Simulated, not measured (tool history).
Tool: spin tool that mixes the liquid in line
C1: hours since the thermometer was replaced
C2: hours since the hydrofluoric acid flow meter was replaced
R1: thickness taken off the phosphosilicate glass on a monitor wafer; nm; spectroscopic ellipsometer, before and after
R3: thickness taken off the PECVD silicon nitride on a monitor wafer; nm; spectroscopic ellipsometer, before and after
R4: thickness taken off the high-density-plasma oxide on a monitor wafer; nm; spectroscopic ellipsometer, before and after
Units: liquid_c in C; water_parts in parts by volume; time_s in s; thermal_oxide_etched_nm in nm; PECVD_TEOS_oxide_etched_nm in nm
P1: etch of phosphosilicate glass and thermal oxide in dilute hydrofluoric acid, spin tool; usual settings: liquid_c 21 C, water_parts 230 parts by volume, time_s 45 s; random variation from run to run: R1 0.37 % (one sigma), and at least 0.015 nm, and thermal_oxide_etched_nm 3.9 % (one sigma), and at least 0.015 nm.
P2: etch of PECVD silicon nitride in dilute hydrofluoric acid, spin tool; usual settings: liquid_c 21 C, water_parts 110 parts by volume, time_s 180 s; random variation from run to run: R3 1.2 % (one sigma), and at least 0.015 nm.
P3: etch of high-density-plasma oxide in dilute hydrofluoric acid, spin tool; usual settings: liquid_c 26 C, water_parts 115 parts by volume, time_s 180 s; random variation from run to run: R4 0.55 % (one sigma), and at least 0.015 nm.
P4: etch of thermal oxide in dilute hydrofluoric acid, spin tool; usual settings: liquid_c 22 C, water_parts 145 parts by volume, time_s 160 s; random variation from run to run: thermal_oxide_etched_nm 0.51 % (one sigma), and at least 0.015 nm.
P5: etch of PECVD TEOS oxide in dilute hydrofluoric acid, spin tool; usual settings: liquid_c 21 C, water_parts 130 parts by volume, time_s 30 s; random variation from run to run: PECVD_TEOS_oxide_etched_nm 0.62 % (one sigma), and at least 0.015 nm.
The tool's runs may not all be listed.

run 1 hour=5.9 | process=P1 liquid_c=21 water_parts=230 time_s=45 | C1=793.7 C2=195.2 | R1=18.608 thermal_oxide_etched_nm=0.66993
run 2 hour=13.2 | process=P2 liquid_c=21 water_parts=110 time_s=265 | C1=801 C2=202.5 | R3=3.3141
run 3 hour=17.9 | process=P1 liquid_c=21 water_parts=60 time_s=45 | C1=805.7 C2=207.2 | R1=86.055 thermal_oxide_etched_nm=3.3404
run 4 hour=23 | process=P3 liquid_c=26 water_parts=115 time_s=350 | C1=810.8 C2=212.3 | R4=17.009
run 5 hour=27.7 | process=P5 liquid_c=21 water_parts=130 time_s=30 | C1=815.5 C2=217 | PECVD_TEOS_oxide_etched_nm=4.9604
run 6 hour=31.3 | process=P1 liquid_c=17.5 water_parts=230 time_s=45 | C1=819.1 C2=220.6 | R1=16.223 thermal_oxide_etched_nm=0.62837
run 7 hour=36.2 | process=P1 liquid_c=21 water_parts=320 time_s=45 | C1=824 C2=225.5 | R1=12.244 thermal_oxide_etched_nm=0.47914
run 8 hour=41.4 | process=P2 liquid_c=21 water_parts=60 time_s=180 | C1=829.2 C2=230.7 | R3=4.0044
run 9 hour=48.1 | process=P1 liquid_c=21 water_parts=230 time_s=45 | C1=835.9 C2=237.4 | R1=18.592 thermal_oxide_etched_nm=0.74904
run 10 hour=51.6 | process=P3 liquid_c=26 water_parts=185 time_s=180 | C1=839.4 C2=240.9 | R4=5.0514
run 11 hour=57.8 | process=P1 liquid_c=21 water_parts=230 time_s=45 | C1=845.6 C2=247.1 | R1=18.517 thermal_oxide_etched_nm=0.66719
run 12 hour=64.3 | process=P4 liquid_c=26 water_parts=145 time_s=160 | C1=852.1 C2=253.6 | thermal_oxide_etched_nm=5.2204
run 13 hour=70.3 | process=P1 liquid_c=17 water_parts=365 time_s=45 | C1=858.1 C2=259.6 | R1=8.9616 thermal_oxide_etched_nm=0.33503
run 14 hour=77.1 | process=P4 liquid_c=22 water_parts=200 time_s=160 | C1=864.9 C2=266.4 | thermal_oxide_etched_nm=3.0521
run 15 hour=84.2 | process=P5 liquid_c=21 water_parts=200 time_s=30 | C1=872 C2=273.5 | PECVD_TEOS_oxide_etched_nm=2.9711
run 16 hour=88.6 | process=P4 liquid_c=22 water_parts=145 time_s=160 | C1=876.4 C2=277.9 | thermal_oxide_etched_nm=4.4446
run 17 hour=94.6 | process=P5 liquid_c=21 water_parts=130 time_s=30 | C1=882.4 C2=283.9 | PECVD_TEOS_oxide_etched_nm=4.9767
run 18 hour=101.7 | process=P5 liquid_c=25.5 water_parts=130 time_s=30 | C1=889.5 C2=291 | PECVD_TEOS_oxide_etched_nm=5.9667
run 19 hour=107.8 | process=P2 liquid_c=21 water_parts=110 time_s=180 | C1=895.6 C2=297.1 | R3=2.2023
run 20 hour=111.3 | process=P1 liquid_c=21 water_parts=230 time_s=45 | C1=899.1 C2=300.6 | R1=18.61 thermal_oxide_etched_nm=0.64447
run 21 hour=117.6 | process=P4 liquid_c=22 water_parts=145 time_s=160 | C1=905.4 C2=306.9 | thermal_oxide_etched_nm=4.4201
run 22 hour=123.5 | process=P1 liquid_c=26.5 water_parts=355 time_s=45 | C1=911.3 C2=312.8 | R1=12.969 thermal_oxide_etched_nm=0.48553
run 23 hour=131.3 | process=P3 liquid_c=26 water_parts=115 time_s=180 | C1=919.1 C2=320.6 | R4=8.687
run 24 hour=136.6 | process=P1 liquid_c=28.5 water_parts=230 time_s=45 | C1=924.4 C2=325.9 | R1=24.362 thermal_oxide_etched_nm=0.93541
run 25 hour=143.5 | process=P5 liquid_c=21 water_parts=130 time_s=50 | C1=931.3 C2=332.8 | PECVD_TEOS_oxide_etched_nm=8.168
run 26 hour=150.3 | process=P3 liquid_c=30 water_parts=115 time_s=180 | C1=938.1 C2=339.6 | R4=10.232
run 27 hour=156.1 | process=P2 liquid_c=26 water_parts=110 time_s=180 | C1=943.9 C2=345.4 | R3=3.104
run 28 hour=160.3 | process=P1 liquid_c=21 water_parts=230 time_s=15 | C1=948.1 C2=349.6 | R1=6.2435 thermal_oxide_etched_nm=0.23855
run 29 hour=167.2 | process=P1 liquid_c=21 water_parts=230 time_s=75 | C1=955 C2=356.5 | R1=30.729 thermal_oxide_etched_nm=1.1101
run 30 hour=173.4 | process=P4 liquid_c=22 water_parts=145 time_s=315 | C1=961.2 C2=362.7 | thermal_oxide_etched_nm=8.7105
run 31 hour=178.7 | process=P3 liquid_c=26 water_parts=115 time_s=180 | C1=966.5 C2=368 | R4=8.7904
run 32 hour=186 | process=P1 liquid_c=21 water_parts=230 time_s=45 | C1=973.8 C2=375.3 | R1=18.584 thermal_oxide_etched_nm=0.68163

Forecast run 33:
run 33 hour=192.8 | process=P1 liquid_c=21 water_parts=230 time_s=45 | C1=980.6 C2=382.1 | R1=? thermal_oxide_etched_nm=?

{"run 33": {"R1": 18.785, "thermal_oxide_etched_nm": 0.69801}}
